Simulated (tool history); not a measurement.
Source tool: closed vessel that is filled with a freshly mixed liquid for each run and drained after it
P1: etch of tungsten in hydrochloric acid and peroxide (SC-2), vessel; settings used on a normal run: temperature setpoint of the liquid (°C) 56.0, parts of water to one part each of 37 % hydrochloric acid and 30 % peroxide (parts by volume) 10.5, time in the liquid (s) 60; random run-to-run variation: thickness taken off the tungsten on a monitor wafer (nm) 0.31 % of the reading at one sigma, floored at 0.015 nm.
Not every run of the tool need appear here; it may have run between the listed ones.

run   hour  temperature setpoint of the liquid (°C)  parts of water to one part each of 37 % hydrochloric acid and 30 % peroxide (parts by volume)  time in the liquid (s)  thickness taken off the tungsten on a monitor wafer (nm)
  1   17.7                                     56.0                                                                                           10.5                      60                                                    31.902
  2   27.6                                     56.0                                                                                           10.5                      60                                                    32.060
  3   38.0                                     56.0                                                                                           18.5                      60                                                    19.529
  4   51.3                                     56.0                                                                                           10.5                      30                                                    15.981
  5   63.2                                     56.0                                                                                           10.5                      60                                                    31.991
  6   73.7                                     48.5                                                                                            4.5                      60                                                    37.349
  7   88.7                                     56.0                                                                                           10.5                     115                                                    61.258
  8  101.7                                     41.0                                                                                            4.0                      60                                                    24.224
  9  119.8                                     56.0                                                                                           10.5                      60                                                    32.045
 10  130.4                                     56.0                                                                                           10.5                      60                                                    31.727
 11  145.8                                     43.0                                                                                           10.5                      60                                                    13.467
 12  154.1                                     68.5                                                                                           10.5                      60                                                    69.658
 13  164.4                                     56.0                                                                                            4.0                      60                                                    66.651
 14  173.5                                     56.0                                                                                           10.5                      60                                                    32.042
 15  187.5                                     56.0                                                                                           10.5                      60                                                    30.539
 16  201.6                                     56.0                                                                                           10.5                      60                                                    29.835
 17  212.1                                     56.0                                                                                           10.5                      60                                                    29.665
 18  225.0                                     56.0                                                                                           10.5                      60                                                    29.151
 19  241.1                                     56.0                                                                                           10.5                      60                                                    29.004
     243.0  -- new drum of peroxide connected
 20  254.0                                     56.0                                                                                           10.5                      60                                                    28.987
 21  266.9                                     56.0                                                                                           10.5                      60                                                    28.824

What does the tool deliver on the next run?
 22  277.5                                     56.0                                                                                           10.5                      60                                                         ?

{"run 22": {"thickness taken off the tungsten on a monitor wafer (nm)": 28.866}}

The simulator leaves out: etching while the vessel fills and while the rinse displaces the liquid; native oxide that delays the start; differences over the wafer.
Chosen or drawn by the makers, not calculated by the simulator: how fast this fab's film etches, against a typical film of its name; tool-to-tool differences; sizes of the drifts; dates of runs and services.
